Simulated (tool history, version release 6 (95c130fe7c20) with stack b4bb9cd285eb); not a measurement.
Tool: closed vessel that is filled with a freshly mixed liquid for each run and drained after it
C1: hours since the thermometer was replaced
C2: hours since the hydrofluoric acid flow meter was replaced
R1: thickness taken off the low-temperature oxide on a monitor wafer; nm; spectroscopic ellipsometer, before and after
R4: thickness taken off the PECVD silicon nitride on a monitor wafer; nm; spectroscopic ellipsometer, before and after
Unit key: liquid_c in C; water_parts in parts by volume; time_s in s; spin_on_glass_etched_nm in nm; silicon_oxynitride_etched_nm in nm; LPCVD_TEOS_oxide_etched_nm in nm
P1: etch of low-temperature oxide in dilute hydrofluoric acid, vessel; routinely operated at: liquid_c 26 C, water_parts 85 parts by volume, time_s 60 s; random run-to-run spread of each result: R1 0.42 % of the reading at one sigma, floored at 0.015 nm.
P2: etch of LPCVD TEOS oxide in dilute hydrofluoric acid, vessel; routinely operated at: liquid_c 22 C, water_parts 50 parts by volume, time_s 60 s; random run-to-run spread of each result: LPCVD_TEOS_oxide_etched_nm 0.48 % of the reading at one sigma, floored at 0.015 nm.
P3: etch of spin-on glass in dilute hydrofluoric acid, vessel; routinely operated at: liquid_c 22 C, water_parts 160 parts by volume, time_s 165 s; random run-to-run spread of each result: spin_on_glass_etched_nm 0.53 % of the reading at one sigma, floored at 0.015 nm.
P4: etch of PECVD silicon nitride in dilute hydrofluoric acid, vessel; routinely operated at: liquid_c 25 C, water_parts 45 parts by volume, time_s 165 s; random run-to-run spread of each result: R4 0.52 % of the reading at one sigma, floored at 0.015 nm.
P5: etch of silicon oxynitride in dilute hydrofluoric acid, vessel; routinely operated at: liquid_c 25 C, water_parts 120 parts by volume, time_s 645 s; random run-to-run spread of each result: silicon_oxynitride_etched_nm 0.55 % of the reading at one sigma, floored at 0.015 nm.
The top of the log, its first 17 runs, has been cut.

Run 18, hour 108.2: process P1, liquid_c 33.5 C, water_parts 85 parts by volume, time_s 60 s; C1 358.8; C2 47.4. Result: R1 27.801 nm.
Run 19, hour 113.9: process P4, liquid_c 30 C, water_parts 45 parts by volume, time_s 165 s; C1 364.5; C2 53.1. Result: R4 30.304 nm.
Run 20, hour 119.1: process P1, liquid_c 26 C, water_parts 85 parts by volume, time_s 30 s; C1 369.7; C2 58.3. Result: R1 10.382 nm.
Run 21, hour 122.8: process P4, liquid_c 25 C, water_parts 20 parts by volume, time_s 165 s; C1 373.4; C2 62. Result: R4 47.188 nm.
Run 22, hour 128.5: process P1, liquid_c 26 C, water_parts 85 parts by volume, time_s 90 s; C1 379.1; C2 67.7. Result: R1 31.187 nm.
Run 23, hour 132.8: process P1, liquid_c 26 C, water_parts 85 parts by volume, time_s 60 s; C1 383.4; C2 72. Result: R1 20.816 nm.
Run 24, hour 140.5: process P3, liquid_c 27.5 C, water_parts 160 parts by volume, time_s 165 s; C1 391.1; C2 79.7. Result: spin_on_glass_etched_nm 56.718 nm.
Run 25, hour 145.5: process P2, liquid_c 22 C, water_parts 50 parts by volume, time_s 110 s; C1 396.1; C2 84.7. Result: LPCVD_TEOS_oxide_etched_nm 110.04 nm.
Run 26, hour 153.7: process P2, liquid_c 22 C, water_parts 50 parts by volume, time_s 60 s; C1 404.3; C2 92.9. Result: LPCVD_TEOS_oxide_etched_nm 59.78 nm.
Run 27, hour 159.6: process P1, liquid_c 26 C, water_parts 85 parts by volume, time_s 60 s; C1 410.2; C2 98.8. Result: R1 20.83 nm.
Run 28, hour 165: process P4, liquid_c 25 C, water_parts 45 parts by volume, time_s 300 s; C1 415.6; C2 104.2. Result: R4 39.166 nm.
Run 29, hour 172.1: process P3, liquid_c 22 C, water_parts 160 parts by volume, time_s 250 s; C1 422.7; C2 111.3. Result: spin_on_glass_etched_nm 70.46 nm.
Run 30, hour 178.3: process P1, liquid_c 26 C, water_parts 85 parts by volume, time_s 60 s; C1 428.9; C2 117.5. Result: R1 20.921 nm.

Estimate the outcome of run 31 from the log above:
Run 31, hour 184.8: process P1, liquid_c 26 C, water_parts 85 parts by volume, time_s 60 s; C1 435.4; C2 124. Result: R1 ?.

R1: 21.215 nm
